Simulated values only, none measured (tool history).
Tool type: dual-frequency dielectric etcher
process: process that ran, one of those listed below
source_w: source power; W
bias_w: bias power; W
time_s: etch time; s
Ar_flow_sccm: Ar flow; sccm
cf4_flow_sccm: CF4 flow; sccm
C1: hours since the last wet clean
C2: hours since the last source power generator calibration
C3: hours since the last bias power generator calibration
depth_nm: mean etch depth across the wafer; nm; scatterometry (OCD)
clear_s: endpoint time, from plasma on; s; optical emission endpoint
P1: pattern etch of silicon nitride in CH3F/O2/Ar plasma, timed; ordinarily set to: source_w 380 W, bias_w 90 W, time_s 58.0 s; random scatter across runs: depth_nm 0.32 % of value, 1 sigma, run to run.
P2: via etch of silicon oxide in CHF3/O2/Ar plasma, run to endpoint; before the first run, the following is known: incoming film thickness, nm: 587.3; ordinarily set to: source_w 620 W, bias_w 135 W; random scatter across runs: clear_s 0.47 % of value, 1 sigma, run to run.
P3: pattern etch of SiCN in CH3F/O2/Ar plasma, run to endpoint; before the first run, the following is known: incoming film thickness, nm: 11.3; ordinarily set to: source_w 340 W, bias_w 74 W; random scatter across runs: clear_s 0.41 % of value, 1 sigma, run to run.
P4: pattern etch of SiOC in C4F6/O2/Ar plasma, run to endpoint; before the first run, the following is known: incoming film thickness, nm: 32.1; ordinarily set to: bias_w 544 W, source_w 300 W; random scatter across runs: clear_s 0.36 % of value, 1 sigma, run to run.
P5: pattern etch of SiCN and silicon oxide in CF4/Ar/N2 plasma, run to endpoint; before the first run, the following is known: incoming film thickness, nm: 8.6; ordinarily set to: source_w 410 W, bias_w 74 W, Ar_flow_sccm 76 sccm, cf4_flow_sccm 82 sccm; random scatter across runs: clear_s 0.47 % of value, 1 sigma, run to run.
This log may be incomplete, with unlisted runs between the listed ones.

Run 1, hour 7.4: process P1, source_w 380 W, bias_w 90 W, time_s 58.0 s; C1 223.7; C2 554.4; C3 1689.0. Result: depth_nm 43.292 nm.
Run 2, hour 12.2: process P1, source_w 380 W, bias_w 90 W, time_s 83.5 s; C1 228.5; C2 559.2; C3 1693.8. Result: depth_nm 61.898 nm.
Run 3, hour 17.9: process P2, source_w 620 W, bias_w 135 W; C1 234.2; C2 564.9; C3 1699.5. Result: clear_s 311.2500 s.
Run 4, hour 22.0: process P1, source_w 380 W, bias_w 64 W, time_s 58.0 s; C1 238.3; C2 569.0; C3 1703.6. Result: depth_nm 38.256 nm.
Run 5, hour 29.4: process P4, source_w 300 W, bias_w 544 W; C1 245.7; C2 576.4; C3 1711.0. Result: clear_s 11.3490 s.
Run 6, hour 33.5: process P1, source_w 380 W, bias_w 90 W, time_s 58.0 s; C1 249.8; C2 580.5; C3 1715.1. Result: depth_nm 42.991 nm.
Run 7, hour 38.6: process P5, source_w 410 W, bias_w 46 W, Ar_flow_sccm 76 sccm, cf4_flow_sccm 82 sccm; C1 254.9; C2 585.6; C3 1720.2. Result: clear_s 11.8680 s.
Run 8, hour 45.2: process P3, source_w 340 W, bias_w 74 W; C1 261.5; C2 592.2; C3 1726.8. Result: clear_s 32.5650 s.
Run 9, hour 49.7: process P1, source_w 500 W, bias_w 90 W, time_s 74.5 s; C1 266.0; C2 596.7; C3 1731.3. Result: depth_nm 61.365 nm.
Run 10, hour 55.4: process P5, source_w 410 W, bias_w 74 W, Ar_flow_sccm 76 sccm, cf4_flow_sccm 109 sccm; C1 271.7; C2 602.4; C3 1737.0. Result: clear_s 9.9979 s.
Run 11, hour 61.9: process P1, source_w 240 W, bias_w 90 W, time_s 58.0 s; C1 278.2; C2 608.9; C3 1743.5. Result: depth_nm 36.331 nm.
Run 12, hour 67.2: process P1, source_w 470 W, bias_w 90 W, time_s 34.5 s; C1 283.5; C2 614.2; C3 1748.8. Result: depth_nm 27.897 nm.
At hour 68.5: bias power generator calibrated.
Run 13, hour 71.9: process P4, source_w 170 W, bias_w 544 W; C1 288.2; C2 618.9; C3 3.4. Result: clear_s 13.9970 s.
Run 14, hour 78.2: process P1, source_w 380 W, bias_w 90 W, time_s 58.0 s; C1 294.5; C2 625.2; C3 9.7. Result: depth_nm 43.038 nm.
Run 15, hour 85.3: process P2, source_w 880 W, bias_w 135 W; C1 301.6; C2 632.3; C3 16.8. Result: clear_s 268.2200 s.
Run 16, hour 93.3: process P1, source_w 380 W, bias_w 90 W, time_s 58.0 s; C1 309.6; C2 640.3; C3 24.8. Result: depth_nm 43.088 nm.
Run 17, hour 100.6: process P2, source_w 620 W, bias_w 85 W; C1 316.9; C2 647.6; C3 32.1. Result: clear_s 356.1500 s.
Run 18, hour 107.0: process P1, source_w 380 W, bias_w 90 W, time_s 42.5 s; C1 323.3; C2 654.0; C3 38.5. Result: depth_nm 31.551 nm.
Run 19, hour 113.4: process P1, source_w 380 W, bias_w 90 W, time_s 58.0 s; C1 329.7; C2 660.4; C3 44.9. Result: depth_nm 43.249 nm.
Run 20, hour 117.0: process P4, source_w 300 W, bias_w 744 W; C1 333.3; C2 664.0; C3 48.5. Result: clear_s 10.0390 s.
Run 21, hour 122.6: process P3, source_w 340 W, bias_w 93 W; C1 338.9; C2 669.6; C3 54.1. Result: clear_s 29.6010 s.
Run 22, hour 129.5: process P1, source_w 380 W, bias_w 118 W, time_s 58.0 s; C1 345.8; C2 676.5; C3 61.0. Result: depth_nm 47.769 nm.
Run 23, hour 134.1: process P5, source_w 410 W, bias_w 74 W, Ar_flow_sccm 76 sccm, cf4_flow_sccm 82 sccm; C1 350.4; C2 681.1; C3 65.6. Result: clear_s 10.3140 s.
Run 24, hour 141.7: process P2, source_w 620 W, bias_w 135 W; C1 358.0; C2 688.7; C3 73.2. Result: clear_s 310.4200 s.
Run 25, hour 147.2: process P1, source_w 510 W, bias_w 90 W, time_s 58.0 s; C1 363.5; C2 694.2; C3 78.7. Result: depth_nm 48.082 nm.
Run 26, hour 151.6: process P5, source_w 410 W, bias_w 74 W, Ar_flow_sccm 76 sccm, cf4_flow_sccm 82 sccm; C1 367.9; C2 698.6; C3 83.1. Result: clear_s 10.3610 s.
Run 27, hour 157.8: process P4, source_w 300 W, bias_w 544 W; C1 374.1; C2 704.8; C3 89.3. Result: clear_s 11.3650 s.
Run 28, hour 161.4: process P1, source_w 380 W, bias_w 90 W, time_s 58.0 s; C1 377.7; C2 708.4; C3 92.9. Result: depth_nm 43.147 nm.
Run 29, hour 169.4: process P3, source_w 340 W, bias_w 74 W; C1 385.7; C2 716.4; C3 100.9. Result: clear_s 32.4240 s.
Run 30, hour 177.1: process P1, source_w 230 W, bias_w 63 W, time_s 58.0 s; C1 393.4; C2 724.1; C3 108.6. Result: depth_nm 31.416 nm.
Run 31, hour 185.0: process P5, source_w 410 W, bias_w 74 W, Ar_flow_sccm 47 sccm, cf4_flow_sccm 82 sccm; C1 401.3; C2 732.0; C3 116.5. Result: clear_s 9.7435 s.
Run 32, hour 189.2: process P5, source_w 250 W, bias_w 74 W, Ar_flow_sccm 76 sccm, cf4_flow_sccm 82 sccm; C1 405.5; C2 736.2; C3 120.7. Result: clear_s 15.9990 s.
Run 33, hour 194.5: process P3, source_w 450 W, bias_w 74 W; C1 410.8; C2 741.5; C3 126.0. Result: clear_s 29.1810 s.
Run 34, hour 200.0: process P1, source_w 380 W, bias_w 90 W, time_s 58.0 s; C1 416.3; C2 747.0; C3 131.5. Result: depth_nm 43.065 nm.
Run 35, hour 204.5: process P1, source_w 380 W, bias_w 90 W, time_s 58.0 s; C1 420.8; C2 751.5; C3 136.0. Result: depth_nm 43.531 nm.
Run 36, hour 210.0: process P1, source_w 380 W, bias_w 90 W, time_s 58.0 s; C1 426.3; C2 757.0; C3 141.5. Result: depth_nm 43.447 nm.
Run 37, hour 214.2: process P1, source_w 380 W, bias_w 90 W, time_s 58.0 s; C1 430.5; C2 761.2; C3 145.7. Result: depth_nm 43.762 nm.
Run 38, hour 218.0: process P1, source_w 380 W, bias_w 90 W, time_s 58.0 s; C1 434.3; C2 765.0; C3 149.5. Result: depth_nm 43.763 nm.
At hour 218.9: wet clean of the chamber.
Run 39, hour 222.7: process P1, source_w 380 W, bias_w 90 W, time_s 58.0 s; C1 3.9; C2 769.7; C3 154.2. Result: depth_nm 43.866 nm.
Run 40, hour 229.9: process P1, source_w 380 W, bias_w 90 W, time_s 58.0 s; C1 11.1; C2 776.9; C3 161.4. Result: depth_nm 44.023 nm.

What P1 gives has crept away from where it was. These 2 causes fit the log equally well, each at the size given:
A: source power that arrives over what is set, % = 4.35
B: bias power that arrives over what is set, % = 4.5
The drift started at roughly hour 200.0.
Ruled out, with reasons:
chamber walls in a state that raises the etch rate, %: maintenance at hour 218.9, after the shift began, did not return the process to its former output

4 check runs are offered, each on 2 wafers whose results are averaged, their results left as question marks. Which one tells the causes apart?
Run check 1, hour 237.1: process P2, source_w 780 W, bias_w 97 W. Result: clear_s ?.
Run check 2, hour 237.1: process P5, source_w 290 W, bias_w 50 W, Ar_flow_sccm 76 sccm, cf4_flow_sccm 82 sccm. Result: clear_s ?.
Run check 3, hour 237.1: process P4, source_w 190 W, bias_w 727 W. Result: clear_s ?.
Run check 4, hour 237.1: process P3, source_w 340 W, bias_w 89 W. Result: clear_s ?.

If the cause were each of the candidates in turn, the checks would give the following:
  check   result      if A      if B
check 1  clear_s  307.5400  308.9200
check 2  clear_s   15.2950   15.6790
check 3  clear_s   11.7990   11.7690
check 4  clear_s   29.8100   29.7890
Gap, in per cent, between the two causes that each check separates least, read from the result that separates them most: check 1 0.45 %; check 2 2.48 %; check 3 0.25 %; check 4 0.07 %
The other checks would show nearly matching results whichever cause is true, so check 2 is the only one that separates the causes.

Here is what check 2 returned: clear_s 15.6690 s. Which cause is it?

It was cause B: bias power that arrives over what is set, %.
